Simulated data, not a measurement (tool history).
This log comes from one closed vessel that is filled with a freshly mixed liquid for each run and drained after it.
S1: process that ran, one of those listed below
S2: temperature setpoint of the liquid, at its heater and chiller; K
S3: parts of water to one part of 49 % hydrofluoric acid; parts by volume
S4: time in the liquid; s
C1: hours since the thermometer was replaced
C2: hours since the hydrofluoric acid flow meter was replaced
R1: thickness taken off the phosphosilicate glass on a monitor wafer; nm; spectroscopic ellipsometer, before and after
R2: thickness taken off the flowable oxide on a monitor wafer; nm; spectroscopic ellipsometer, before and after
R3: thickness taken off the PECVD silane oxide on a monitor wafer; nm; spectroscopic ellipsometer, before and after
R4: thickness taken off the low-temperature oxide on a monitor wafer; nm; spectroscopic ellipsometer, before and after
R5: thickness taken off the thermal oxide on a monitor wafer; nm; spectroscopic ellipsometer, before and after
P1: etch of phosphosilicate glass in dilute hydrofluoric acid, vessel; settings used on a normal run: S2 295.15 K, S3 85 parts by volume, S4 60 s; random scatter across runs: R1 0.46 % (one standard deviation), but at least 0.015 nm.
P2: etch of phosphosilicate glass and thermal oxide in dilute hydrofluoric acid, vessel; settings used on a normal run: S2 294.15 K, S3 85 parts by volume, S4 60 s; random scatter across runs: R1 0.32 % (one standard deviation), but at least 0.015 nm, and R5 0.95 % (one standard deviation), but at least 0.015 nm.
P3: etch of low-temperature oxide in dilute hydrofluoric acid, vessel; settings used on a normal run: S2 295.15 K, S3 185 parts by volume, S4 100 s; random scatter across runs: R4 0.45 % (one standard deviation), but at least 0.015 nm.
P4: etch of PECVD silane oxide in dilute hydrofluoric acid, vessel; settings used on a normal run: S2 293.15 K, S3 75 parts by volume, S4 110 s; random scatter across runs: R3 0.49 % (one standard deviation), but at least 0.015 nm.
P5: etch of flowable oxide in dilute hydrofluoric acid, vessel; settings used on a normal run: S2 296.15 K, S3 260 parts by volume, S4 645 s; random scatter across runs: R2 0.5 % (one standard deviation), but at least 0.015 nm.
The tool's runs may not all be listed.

{"run": 1, "hour": 6.8, "S1": "P1", "S2": 295.15, "S3": 85, "S4": 60, "C1": 426.0, "C2": 856.9, "R1": 125.0}
{"run": 2, "hour": 17.5, "S1": "P5", "S2": 296.15, "S3": 465, "S4": 645, "C1": 436.7, "C2": 867.6, "R2": 28.102}
{"run": 3, "hour": 27.5, "S1": "P1", "S2": 295.15, "S3": 85, "S4": 35, "C1": 446.7, "C2": 877.6, "R1": 73.282}
{"run": 4, "hour": 35.5, "S1": "P4", "S2": 293.15, "S3": 75, "S4": 110, "C1": 454.7, "C2": 885.6, "R3": 19.797}
{"run": 5, "hour": 46.8, "S1": "P1", "S2": 290.15, "S3": 85, "S4": 60, "C1": 466.0, "C2": 896.9, "R1": 101.03}
{"run": 6, "hour": 52.6, "S1": "P3", "S2": 290.15, "S3": 185, "S4": 100, "C1": 471.8, "C2": 902.7, "R4": 8.3625}
{"run": 7, "hour": 63.2, "S1": "P1", "S2": 290.15, "S3": 85, "S4": 30, "C1": 482.4, "C2": 913.3, "R1": 51.416}
{"run": 8, "hour": 74.1, "S1": "P2", "S2": 294.15, "S3": 85, "S4": 60, "C1": 493.3, "C2": 924.2, "R1": 133.87, "R5": 2.9056}
{"run": 9, "hour": 80.7, "S1": "P4", "S2": 293.15, "S3": 120, "S4": 110, "C1": 499.9, "C2": 930.8, "R3": 11.886}
{"run": 10, "hour": 90.5, "S1": "P1", "S2": 295.15, "S3": 85, "S4": 60, "C1": 509.7, "C2": 940.6, "R1": 126.12}
{"run": 11, "hour": 99.4, "S1": "P1", "S2": 303.15, "S3": 85, "S4": 60, "C1": 518.6, "C2": 949.5, "R1": 172.25}
{"run": 12, "hour": 109.9, "S1": "P1", "S2": 291.15, "S3": 85, "S4": 30, "C1": 529.1, "C2": 960.0, "R1": 53.379}
{"run": 13, "hour": 118.9, "S1": "P2", "S2": 294.15, "S3": 85, "S4": 60, "C1": 538.1, "C2": 969.0, "R1": 132.81, "R5": 2.9505}
{"run": 14, "hour": 128.4, "S1": "P1", "S2": 295.15, "S3": 85, "S4": 60, "C1": 547.6, "C2": 978.5, "R1": 126.24}
{"run": 15, "hour": 137.8, "S1": "P3", "S2": 295.15, "S3": 185, "S4": 30, "C1": 557.0, "C2": 987.9, "R4": 3.0}
{"run": 16, "hour": 143.0, "S1": "P2", "S2": 290.15, "S3": 85, "S4": 60, "C1": 562.2, "C2": 993.1, "R1": 112.88, "R5": 2.508}
{"run": 17, "hour": 153.7, "S1": "P4", "S2": 293.15, "S3": 75, "S4": 165, "C1": 572.9, "C2": 1003.8, "R3": 29.965}
{"run": 18, "hour": 164.5, "S1": "P1", "S2": 295.15, "S3": 85, "S4": 60, "C1": 583.7, "C2": 1014.6, "R1": 126.6}
{"run": 19, "hour": 174.5, "S1": "P1", "S2": 295.15, "S3": 85, "S4": 60, "C1": 593.7, "C2": 1024.6, "R1": 125.06}
{"run": 20, "hour": 182.9, "S1": "P2", "S2": 294.15, "S3": 150, "S4": 60, "C1": 602.1, "C2": 1033.0, "R1": 70.177, "R5": 1.58}
{"run": 21, "hour": 188.4, "S1": "P3", "S2": 295.15, "S3": 185, "S4": 100, "C1": 607.6, "C2": 1038.5, "R4": 10.179}
{"run": 22, "hour": 194.8, "S1": "P4", "S2": 290.15, "S3": 75, "S4": 110, "C1": 614.0, "C2": 1044.9, "R3": 17.697}
{"run": 23, "hour": 199.9, "S1": "P1", "S2": 295.15, "S3": 85, "S4": 115, "C1": 619.1, "C2": 1050.0, "R1": 240.11}
{"run": 24, "hour": 207.3, "S1": "P2", "S2": 294.15, "S3": 85, "S4": 30, "C1": 626.5, "C2": 1057.4, "R1": 67.126, "R5": 1.4863}
{"run": 25, "hour": 215.5, "S1": "P3", "S2": 295.15, "S3": 310, "S4": 100, "C1": 634.7, "C2": 1065.6, "R4": 5.3531}
{"run": 26, "hour": 225.4, "S1": "P5", "S2": 303.65, "S3": 260, "S4": 645, "C1": 644.6, "C2": 1075.5, "R2": 78.258}
{"run": 27, "hour": 230.5, "S1": "P1", "S2": 295.15, "S3": 85, "S4": 60, "C1": 649.7, "C2": 1080.6, "R1": 125.26}
{"run": 28, "hour": 237.6, "S1": "P3", "S2": 295.15, "S3": 185, "S4": 100, "C1": 656.8, "C2": 1087.7, "R4": 10.225}
{"run": 29, "hour": 243.8, "S1": "P5", "S2": 296.15, "S3": 260, "S4": 1040, "C1": 663.0, "C2": 1093.9, "R2": 97.043}
{"run": 30, "hour": 248.7, "S1": "P1", "S2": 295.15, "S3": 85, "S4": 60, "C1": 667.9, "C2": 1098.8, "R1": 126.26}
{"run": 31, "hour": 258.2, "S1": "P1", "S2": 301.15, "S3": 115, "S4": 60, "C1": 677.4, "C2": 1108.3, "R1": 112.65}
{"run": 32, "hour": 265.9, "S1": "P5", "S2": 296.15, "S3": 260, "S4": 645, "C1": 685.1, "C2": 1116.0, "R2": 60.946}
{"run": 33, "hour": 274.8, "S1": "P1", "S2": 295.15, "S3": 45, "S4": 60, "C1": 694.0, "C2": 1124.9, "R1": 248.45}
{"run": 34, "hour": 283.0, "S1": "P1", "S2": 295.15, "S3": 115, "S4": 60, "C1": 702.2, "C2": 1133.1, "R1": 89.345}
{"run": 35, "hour": 292.8, "S1": "P1", "S2": 295.15, "S3": 85, "S4": 60, "C1": 712.0, "C2": 1142.9, "R1": 124.75}
{"run": 36, "hour": 301.9, "S1": "P1", "S2": 295.15, "S3": 85, "S4": 60, "C1": 721.1, "C2": 1152.0, "R1": 130.2}
{"run": 37, "hour": 307.3, "S1": "P1", "S2": 295.15, "S3": 85, "S4": 60, "C1": 726.5, "C2": 1157.4, "R1": 132.77}
{"run": 38, "hour": 316.6, "S1": "P1", "S2": 295.15, "S3": 85, "S4": 60, "C1": 735.8, "C2": 1166.7, "R1": 136.26}
{"run": 39, "hour": 321.8, "S1": "P1", "S2": 295.15, "S3": 85, "S4": 60, "C1": 741.0, "C2": 1171.9, "R1": 136.0}
{"run": 40, "hour": 329.1, "S1": "P1", "S2": 295.15, "S3": 85, "S4": 60, "C1": 748.3, "C2": 1179.2, "R1": 137.03}
{"run": 41, "hour": 338.1, "S1": "P1", "S2": 295.15, "S3": 85, "S4": 60, "C1": 757.3, "C2": 1188.2, "R1": 137.85}
{"run": 42, "hour": 348.9, "S1": "P1", "S2": 295.15, "S3": 85, "S4": 60, "C1": 768.1, "C2": 1199.0, "R1": 138.11}

The log shows P1 creeping away from where it was. Any of the 2 causes listed here, at the size stated for it, fits the log just as well as the others:
A: hydrofluoric acid flow above the setpoint (%) = 9.18
B: liquid hotter than its thermometer reads (K) = 2.39
Onset of the creep was near hour 292.8.

Which of the 4 check runs listed below separates the causes, so that each cause would produce a clearly different result? Each run uses one wafer, and its results are marked with question marks.
{"run": "check 1", "hour": 359.7, "S1": "P5", "S2": 303.15, "S3": 455, "S4": 645, "R2": "?"}
{"run": "check 2", "hour": 359.7, "S1": "P3", "S2": 295.15, "S3": 185, "S4": 30, "R4": "?"}
{"run": "check 3", "hour": 359.7, "S1": "P2", "S2": 294.15, "S3": 145, "S4": 30, "R1": "?", "R5": "?"}
{"run": "check 4", "hour": 359.7, "S1": "P4", "S2": 290.15, "S3": 115, "S4": 110, "R3": "?"}

Expected result of each check under each candidate cause:
check=check_1 result=R2 if_A=40.752 if_B=38.533
check=check_2 result=R4 if_A=3.3817 if_B=3.3338
check=check_3 result=R1 if_A=40.435 if_B=40.127
check=check_3 result=R5 if_A=0.90573 if_B=0.89884
check=check_4 result=R3 if_A=12.101 if_B=12.115
How far apart the two closest causes lie, in the result that separates them most: check 1 5.6 %; check 2 1.43 %; check 3 0.76 %; check 4 0.11 %
Only in check 1 would the causes give clearly different results; in the remaining checks their results would be nearly the same.

With check 1 done, the readings were: R2 40.774 nm. Identify which of the listed causes applies.

It was cause A: hydrofluoric acid flow above the setpoint (%).

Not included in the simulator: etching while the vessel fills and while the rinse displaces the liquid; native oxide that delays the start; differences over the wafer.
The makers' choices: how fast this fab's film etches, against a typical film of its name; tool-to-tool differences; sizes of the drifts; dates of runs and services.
